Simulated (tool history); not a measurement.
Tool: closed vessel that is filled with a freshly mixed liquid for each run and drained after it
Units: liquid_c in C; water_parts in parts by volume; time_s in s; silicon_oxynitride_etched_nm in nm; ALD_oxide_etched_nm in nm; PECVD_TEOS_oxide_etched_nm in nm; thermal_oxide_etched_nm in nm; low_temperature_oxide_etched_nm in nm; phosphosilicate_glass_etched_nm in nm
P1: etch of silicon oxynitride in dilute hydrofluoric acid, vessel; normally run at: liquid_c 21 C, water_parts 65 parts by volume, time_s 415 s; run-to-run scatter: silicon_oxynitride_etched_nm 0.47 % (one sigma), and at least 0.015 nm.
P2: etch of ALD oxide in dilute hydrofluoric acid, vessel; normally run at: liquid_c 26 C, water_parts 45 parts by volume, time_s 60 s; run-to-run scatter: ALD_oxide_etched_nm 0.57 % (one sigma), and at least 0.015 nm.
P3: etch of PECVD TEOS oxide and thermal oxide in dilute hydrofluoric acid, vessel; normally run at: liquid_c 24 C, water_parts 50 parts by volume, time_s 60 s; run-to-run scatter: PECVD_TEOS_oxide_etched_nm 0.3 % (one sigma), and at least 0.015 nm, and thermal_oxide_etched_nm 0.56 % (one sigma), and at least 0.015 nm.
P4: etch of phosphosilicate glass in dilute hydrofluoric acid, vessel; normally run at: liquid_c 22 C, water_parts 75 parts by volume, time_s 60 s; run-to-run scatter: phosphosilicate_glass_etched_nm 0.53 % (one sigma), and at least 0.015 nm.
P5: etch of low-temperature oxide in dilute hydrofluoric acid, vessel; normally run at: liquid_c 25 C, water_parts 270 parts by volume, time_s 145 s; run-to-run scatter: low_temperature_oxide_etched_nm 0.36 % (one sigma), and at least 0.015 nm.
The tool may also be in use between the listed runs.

| run | hour | process | liquid_c | water_parts | time_s | hours since the thermometer was replaced | hours since the hydrofluoric acid flow meter was replaced | silicon_oxynitride_etched_nm | ALD_oxide_etched_nm | PECVD_TEOS_oxide_etched_nm | thermal_oxide_etched_nm | low_temperature_oxide_etched_nm | phosphosilicate_glass_etched_nm |
|---|---|---|---|---|---|---|---|---|---|---|---|---|---|
| 1 | 3.5 | P1 | 21 | 65 | 415 | 215.4 | 1024.5 | 11.52 |  |  |  |  |  |
| 2 | 11 | P2 | 30 | 45 | 60 | 222.9 | 1032 |  | 29.744 |  |  |  |  |
| 3 | 18.2 | P1 | 21 | 35 | 655 | 230.1 | 1039.2 | 33.947 |  |  |  |  |  |
| 4 | 23.3 | P1 | 21 | 65 | 720 | 235.2 | 1044.3 | 19.798 |  |  |  |  |  |
| 5 | 28 | P1 | 21 | 90 | 415 | 239.9 | 1049 | 8.135 |  |  |  |  |  |
| 6 | 31.5 | P1 | 21 | 65 | 30 | 243.4 | 1052.5 | 0.83619 |  |  |  |  |  |
| 7 | 38.5 | P3 | 24 | 50 | 60 | 250.4 | 1059.5 |  |  | 17.918 | 6.1554 |  |  |
| 8 | 42.3 | P5 | 31.5 | 270 | 145 | 254.2 | 1063.3 |  |  |  |  | 9.0459 |  |
| 9 | 47.4 | P4 | 22 | 75 | 60 | 259.3 | 1068.4 |  |  |  |  |  | 94.441 |
| 10 | 51 | P5 | 25 | 270 | 145 | 262.9 | 1072 |  |  |  |  | 7.2672 |  |
| 11 | 57.5 | P5 | 25 | 270 | 235 | 269.4 | 1078.5 |  |  |  |  | 11.78 |  |
| 12 | 63.2 | P5 | 25 | 270 | 145 | 275.1 | 1084.2 |  |  |  |  | 7.3292 |  |
| 13 | 69 | P3 | 24 | 50 | 60 | 280.9 | 1090 |  |  | 17.998 | 6.2082 |  |  |
|  | 72.6 | hydrofluoric acid flow meter replaced |
| 14 | 74.2 | P2 | 26 | 45 | 120 | 286.1 | 1.7 |  | 50.721 |  |  |  |  |
| 15 | 81.2 | P1 | 21 | 65 | 415 | 293.1 | 8.7 | 11.384 |  |  |  |  |  |
| 16 | 86 | P1 | 21 | 65 | 415 | 297.9 | 13.5 | 11.32 |  |  |  |  |  |
| 17 | 91.6 | P1 | 28.5 | 65 | 415 | 303.5 | 19.1 | 16.481 |  |  |  |  |  |
| 18 | 97.1 | P1 | 21 | 65 | 415 | 309 | 24.6 | 11.388 |  |  |  |  |  |
| 19 | 101.1 | P1 | 21 | 30 | 415 | 313 | 28.6 | 25.399 |  |  |  |  |  |
| 20 | 107.3 | P1 | 21 | 25 | 115 | 319.2 | 34.8 | 8.4668 |  |  |  |  |  |
| 21 | 111 | P4 | 17 | 75 | 60 | 322.9 | 38.5 |  |  |  |  |  | 76.078 |
| 22 | 116.5 | P1 | 17 | 65 | 415 | 328.4 | 44 | 9.3513 |  |  |  |  |  |
| 23 | 121.8 | P2 | 26 | 45 | 60 | 333.7 | 49.3 |  | 25.371 |  |  |  |  |
| 24 | 125.2 | P3 | 17 | 50 | 60 | 337.1 | 52.7 |  |  | 13.398 | 4.6292 |  |  |
| 25 | 132.2 | P4 | 22 | 20 | 60 | 344.1 | 59.7 |  |  |  |  |  | 381.68 |
| 26 | 136.3 | P4 | 22 | 75 | 110 | 348.2 | 63.8 |  |  |  |  |  | 172.4 |
| 27 | 141.3 | P3 | 24 | 50 | 30 | 353.2 | 68.8 |  |  | 9.0351 | 3.126 |  |  |
| 28 | 146.3 | P3 | 24 | 20 | 60 | 358.2 | 73.8 |  |  | 46.753 | 16.272 |  |  |
| 29 | 153.8 | P2 | 26 | 25 | 60 | 365.7 | 81.3 |  | 47.15 |  |  |  |  |
| 30 | 158 | P1 | 21 | 105 | 605 | 369.9 | 85.5 | 10.076 |  |  |  |  |  |
| 31 | 164.9 | P5 | 25 | 480 | 145 | 376.8 | 92.4 |  |  |  |  | 3.3444 |  |
| 32 | 170.3 | P1 | 21 | 65 | 415 | 382.2 | 97.8 | 11.488 |  |  |  |  |  |
| 33 | 177.5 | P1 | 21 | 65 | 415 | 389.4 | 105 | 11.809 |  |  |  |  |  |
| 34 | 185.1 | P1 | 21 | 65 | 415 | 397 | 112.6 | 12.108 |  |  |  |  |  |
| 35 | 192.6 | P1 | 21 | 65 | 415 | 404.5 | 120.1 | 12.184 |  |  |  |  |  |
| 36 | 196.1 | P1 | 21 | 65 | 415 | 408 | 123.6 | 12.241 |  |  |  |  |  |
| 37 | 199.9 | P1 | 21 | 65 | 415 | 411.8 | 127.4 | 12.26 |  |  |  |  |  |
| 38 | 206.2 | P1 | 21 | 65 | 415 | 418.1 | 133.7 | 12.214 |  |  |  |  |  |
| 39 | 211.5 | P1 | 21 | 65 | 415 | 423.4 | 139 | 12.343 |  |  |  |  |  |
| 40 | 216.9 | P1 | 21 | 65 | 415 | 428.8 | 144.4 | 12.301 |  |  |  |  |  |
| 41 | 223.5 | P1 | 21 | 65 | 415 | 435.4 | 151 | 12.315 |  |  |  |  |  |

What P1 gives has crept away from where it was. These 2 causes fit the log equally well, each at the size given:
A: liquid hotter than its thermometer reads (K) = 1.5
B: hydrofluoric acid flow above the setpoint (%) = 7.31
The creep began at about hour 170.3.

4 check runs are offered, one wafer each, their results left as question marks. Which one tells the causes apart?
| check 1 | 230.1 | P4 | 22 | 25 | 105 |  |  |  |  |  |  |  | ? |
| check 2 | 230.1 | P3 | 19.5 | 20 | 60 |  |  |  |  | ? | ? |  |  |
| check 3 | 230.1 | P5 | 29.5 | 270 | 145 |  |  |  |  |  |  | ? |  |
| check 4 | 230.1 | P2 | 26 | 25 | 60 |  |  |  | ? |  |  |  |  |

What each check would give under each cause:
| check | result | if A | if B |
|---|---|---|---|
| check 1 | phosphosilicate_glass_etched_nm | 562.05 | 567.11 |
| check 2 | PECVD_TEOS_oxide_etched_nm | 41.101 | 41.389 |
| check 2 | thermal_oxide_etched_nm | 14.207 | 14.306 |
| check 3 | low_temperature_oxide_etched_nm | 8.8901 | 9.2738 |
| check 4 | ALD_oxide_etched_nm | 49.72 | 50.273 |
How far apart the two closest causes lie, in the result that separates them most: check 1 0.9 %; check 2 0.7 %; check 3 4.22 %; check 4 1.11 %
Check 3 tells the causes apart: in the others they would give nearly the same result.

Check 3 was then run and gave: low_temperature_oxide_etched_nm 9.2673 nm. Which cause is it?

It is B: hydrofluoric acid flow above the setpoint (%).

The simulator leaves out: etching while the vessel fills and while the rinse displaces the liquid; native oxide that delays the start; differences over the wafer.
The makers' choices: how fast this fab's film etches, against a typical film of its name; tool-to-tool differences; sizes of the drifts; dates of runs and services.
